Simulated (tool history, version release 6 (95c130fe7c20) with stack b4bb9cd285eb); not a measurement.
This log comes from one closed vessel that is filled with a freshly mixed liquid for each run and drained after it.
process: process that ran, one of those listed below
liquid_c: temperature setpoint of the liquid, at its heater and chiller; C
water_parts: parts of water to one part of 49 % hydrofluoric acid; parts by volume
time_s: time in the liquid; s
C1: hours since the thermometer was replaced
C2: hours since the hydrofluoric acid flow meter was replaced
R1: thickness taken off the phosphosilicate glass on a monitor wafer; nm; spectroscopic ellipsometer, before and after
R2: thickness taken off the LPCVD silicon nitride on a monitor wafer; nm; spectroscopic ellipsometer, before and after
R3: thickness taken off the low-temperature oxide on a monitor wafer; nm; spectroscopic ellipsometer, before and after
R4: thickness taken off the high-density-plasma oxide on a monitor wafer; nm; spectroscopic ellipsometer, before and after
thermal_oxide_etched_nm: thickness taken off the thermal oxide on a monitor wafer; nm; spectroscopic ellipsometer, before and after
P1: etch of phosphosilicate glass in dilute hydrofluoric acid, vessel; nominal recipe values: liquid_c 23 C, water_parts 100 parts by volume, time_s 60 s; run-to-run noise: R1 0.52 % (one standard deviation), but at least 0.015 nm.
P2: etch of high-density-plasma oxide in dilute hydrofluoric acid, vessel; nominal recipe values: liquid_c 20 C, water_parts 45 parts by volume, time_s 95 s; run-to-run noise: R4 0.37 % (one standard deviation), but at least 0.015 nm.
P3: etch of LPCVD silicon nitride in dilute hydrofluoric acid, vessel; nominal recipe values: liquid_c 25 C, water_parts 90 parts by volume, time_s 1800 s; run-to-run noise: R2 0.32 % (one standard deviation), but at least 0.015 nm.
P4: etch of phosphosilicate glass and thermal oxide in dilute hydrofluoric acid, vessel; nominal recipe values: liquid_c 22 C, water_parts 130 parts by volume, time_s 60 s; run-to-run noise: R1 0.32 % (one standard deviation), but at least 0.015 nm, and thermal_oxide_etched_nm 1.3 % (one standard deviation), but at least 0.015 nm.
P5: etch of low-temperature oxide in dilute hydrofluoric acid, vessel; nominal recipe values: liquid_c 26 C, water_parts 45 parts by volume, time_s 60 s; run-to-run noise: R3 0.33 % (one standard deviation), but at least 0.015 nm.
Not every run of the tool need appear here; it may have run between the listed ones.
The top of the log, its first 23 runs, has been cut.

Run 24, day 7.796: process P1, liquid_c 23 C, water_parts 100 parts by volume, time_s 60 s; C1 974.1; C2 673.3. Result: R1 81.699 nm.
Run 25, day 8.042: process P1, liquid_c 18.5 C, water_parts 100 parts by volume, time_s 60 s; C1 980; C2 679.2. Result: R1 67.426 nm.
Run 26, day 8.454: process P1, liquid_c 23 C, water_parts 60 parts by volume, time_s 60 s; C1 989.9; C2 689.1. Result: R1 142.55 nm.
Run 27, day 8.771: process P1, liquid_c 23 C, water_parts 100 parts by volume, time_s 60 s; C1 997.5; C2 696.7. Result: R1 81.168 nm.
Run 28, day 9.079: process P1, liquid_c 23 C, water_parts 65 parts by volume, time_s 35 s; C1 1004.9; C2 704.1. Result: R1 76.39 nm.
Run 29, day 9.425: process P2, liquid_c 20 C, water_parts 45 parts by volume, time_s 95 s; C1 1013.2; C2 712.4. Result: R4 10.04 nm.
Run 30, day 9.621: process P1, liquid_c 23 C, water_parts 60 parts by volume, time_s 95 s; C1 1017.9; C2 717.1. Result: R1 224.84 nm.
Run 31, day 9.833: process P1, liquid_c 27.5 C, water_parts 100 parts by volume, time_s 60 s; C1 1023; C2 722.2. Result: R1 96.762 nm.
Run 32, day 10.25: process P4, liquid_c 22 C, water_parts 130 parts by volume, time_s 60 s; C1 1033; C2 732.2. Result: R1 65.294 nm, thermal_oxide_etched_nm 1.9155 nm.
Run 33, day 10.558: process P1, liquid_c 23 C, water_parts 100 parts by volume, time_s 60 s; C1 1040.4; C2 739.6. Result: R1 82.354 nm.
Run 34, day 10.888: process P2, liquid_c 20 C, water_parts 45 parts by volume, time_s 40 s; C1 1048.3; C2 747.5. Result: R4 4.203 nm.
Run 35, day 11.221: process P1, liquid_c 23 C, water_parts 100 parts by volume, time_s 60 s; C1 1056.3; C2 755.5. Result: R1 80.727 nm.
Run 36, day 11.421: process P1, liquid_c 23 C, water_parts 100 parts by volume, time_s 60 s; C1 1061.1; C2 760.3. Result: R1 80.344 nm.
Run 37, day 11.638: process P1, liquid_c 23 C, water_parts 100 parts by volume, time_s 60 s; C1 1066.3; C2 765.5. Result: R1 78.917 nm.

Expected results for the next run?
Run 38, day 11.846: process P1, liquid_c 23 C, water_parts 100 parts by volume, time_s 60 s; C1 1071.3; C2 770.5. Result: R1 ?.

R1: 79.02 nm
